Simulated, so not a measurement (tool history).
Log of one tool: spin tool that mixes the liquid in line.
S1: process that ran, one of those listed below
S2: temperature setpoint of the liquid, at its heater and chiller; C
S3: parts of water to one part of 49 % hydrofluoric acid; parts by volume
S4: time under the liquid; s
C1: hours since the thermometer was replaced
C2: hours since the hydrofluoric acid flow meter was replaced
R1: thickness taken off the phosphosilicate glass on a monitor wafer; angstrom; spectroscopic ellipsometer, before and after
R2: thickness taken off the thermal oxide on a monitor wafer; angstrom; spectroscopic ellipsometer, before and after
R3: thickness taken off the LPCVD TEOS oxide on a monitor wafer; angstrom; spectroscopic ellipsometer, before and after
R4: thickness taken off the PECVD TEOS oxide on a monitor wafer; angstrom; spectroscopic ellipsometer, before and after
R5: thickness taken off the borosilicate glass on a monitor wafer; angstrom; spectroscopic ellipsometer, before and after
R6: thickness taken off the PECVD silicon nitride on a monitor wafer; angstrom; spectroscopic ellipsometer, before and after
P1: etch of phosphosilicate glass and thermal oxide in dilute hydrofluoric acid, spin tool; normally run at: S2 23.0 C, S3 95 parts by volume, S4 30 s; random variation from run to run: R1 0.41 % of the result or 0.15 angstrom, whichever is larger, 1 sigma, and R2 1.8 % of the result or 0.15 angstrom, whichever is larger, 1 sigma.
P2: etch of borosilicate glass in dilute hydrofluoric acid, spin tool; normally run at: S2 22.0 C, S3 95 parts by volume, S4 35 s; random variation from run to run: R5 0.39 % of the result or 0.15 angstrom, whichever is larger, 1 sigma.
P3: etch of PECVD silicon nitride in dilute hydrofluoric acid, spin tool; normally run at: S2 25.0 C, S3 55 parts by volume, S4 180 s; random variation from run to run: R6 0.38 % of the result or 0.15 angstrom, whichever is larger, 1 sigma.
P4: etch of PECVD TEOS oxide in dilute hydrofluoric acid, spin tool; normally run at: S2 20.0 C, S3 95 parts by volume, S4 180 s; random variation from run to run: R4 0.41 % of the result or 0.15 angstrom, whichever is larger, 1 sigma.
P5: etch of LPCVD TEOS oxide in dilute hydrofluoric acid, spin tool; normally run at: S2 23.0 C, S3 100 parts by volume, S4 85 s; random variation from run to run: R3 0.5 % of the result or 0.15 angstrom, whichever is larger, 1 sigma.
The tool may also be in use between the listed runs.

run   hour  S1    S2   S3   S4     C1     C2       R1       R2      R3      R4       R5      R6
  1   10.6  P1  23.0   95   30  554.3  488.3   563.03  14.4100
  2   16.2  P1  17.5   95   30  559.9  493.9   453.30  11.3360
  3   27.3  P1  23.0   95   15  571.0  505.0   283.39   7.0557
  4   34.1  P1  23.0   40   30  577.8  511.8  1426.80  37.6510
  5   41.8  P1  28.0   95   15  585.5  519.5   345.48   9.0551
  6   49.1  P1  23.0  130   30  592.8  526.8   396.85  10.0540
  7   58.3  P1  27.5   95   30  602.0  536.0   678.87  17.1790
      63.5  -- hydrofluoric acid flow meter replaced
  8   67.3  P5  23.0  100   85  611.0    3.8                    466.50
  9   79.1  P1  23.0   95   30  622.8   15.6   563.21  14.5100
 10   85.0  P4  20.0   95  180  628.7   21.5                            287.77
 11   94.6  P2  22.0   95   20  638.3   31.1                                     63.988
 12  101.6  P3  25.0   30  180  645.3   38.1                                             344.33
 13  108.0  P3  25.0   55  285  651.7   44.5                                             299.69
 14  120.0  P1  23.0   95   30  663.7   56.5   565.38  14.1740
 15  126.6  P2  18.0   95   35  670.3   63.1                                     94.078
 16  136.8  P1  23.0   95   30  680.5   73.3   566.13  14.7950
 17  148.7  P4  20.0   95  180  692.4   85.2                            288.59
 18  159.4  P3  25.0   55  180  703.1   95.9                                             188.73
 19  168.1  P2  22.0  140   35  711.8  104.6                                     71.518
 20  178.6  P4  20.0   35  180  722.3  115.1                            837.75
 21  189.8  P5  17.5  100   85  733.5  126.3                    370.52
 22  200.5  P1  23.0   95   60  744.2  137.0  1132.30  29.9980
 23  209.3  P4  25.5   95  180  753.0  145.8                            359.53
 24  214.9  P4  20.0   95  350  758.6  151.4                            559.95
 25  222.8  P2  22.0   95   35  766.5  159.3                                    110.480
 26  228.4  P5  23.0  155   85  772.1  164.9                    280.05
 27  235.3  P3  25.0   55  180  779.0  171.8                                             188.98
 28  247.0  P5  23.0  100  160  790.7  183.5                    872.86
 29  254.3  P3  20.5   55  180  798.0  190.8                                             140.24
 30  259.6  P1  23.0   95   30  803.3  196.1   571.75  14.2860
 31  265.9  P1  23.0   95   30  809.6  202.4   567.75  14.2660
 32  274.6  P1  23.0   95   30  818.3  211.1   579.68  14.4330
 33  286.5  P1  23.0   95   30  830.2  223.0   594.29  15.4910
 34  292.3  P1  23.0   95   30  836.0  228.8   601.80  15.8620
 35  301.3  P1  23.0   95   30  845.0  237.8   610.86  15.2970
 36  313.0  P1  23.0   95   30  856.7  249.5   614.68  15.5520
 37  323.0  P1  23.0   95   30  866.7  259.5   616.51  15.5060
 38  332.6  P1  23.0   95   30  876.3  269.1   621.95  16.1870
 39  342.4  P1  23.0   95   30  886.1  278.9   619.34  15.9290
 40  352.5  P1  23.0   95   30  896.2  289.0   620.03  16.1300
 41  359.9  P1  23.0   95   30  903.6  296.4   621.09  15.6810
 42  366.7  P1  23.0   95   30  910.4  303.2   622.40  16.4010

What P1 gives has crept away from where it was. These 2 causes fit the log equally well, each at the size given:
A: liquid hotter than its thermometer reads (K) = 2.28
B: hydrofluoric acid flow above the setpoint (%) = 8.49
The creep began at about hour 265.9.

4 check runs are offered, one wafer each, their results left as question marks. Which one tells the causes apart?
check 1  373.5  P5  23.0  100   85                   ?
check 2  373.5  P2  22.0   95   35                           ?
check 3  373.5  P4  20.0   95  180                       ?
check 4  373.5  P3  25.0   55  180                               ?

What each check would give under each cause:
  check  result     if A     if B
check 1      R3   510.56   510.95
check 2      R5  121.720  121.580
check 3      R4   315.50   314.50
check 4      R6   220.35   205.24
How far apart the two closest causes lie, in the result that separates them most: check 1 0.08 %; check 2 0.11 %; check 3 0.32 %; check 4 7.1 %
Only check 4 tells the causes apart: in the others they would give nearly the same result.

Then check 4 was run and gave: R6 205.35 angstrom. Which cause is it?

It is B: hydrofluoric acid flow above the setpoint (%).
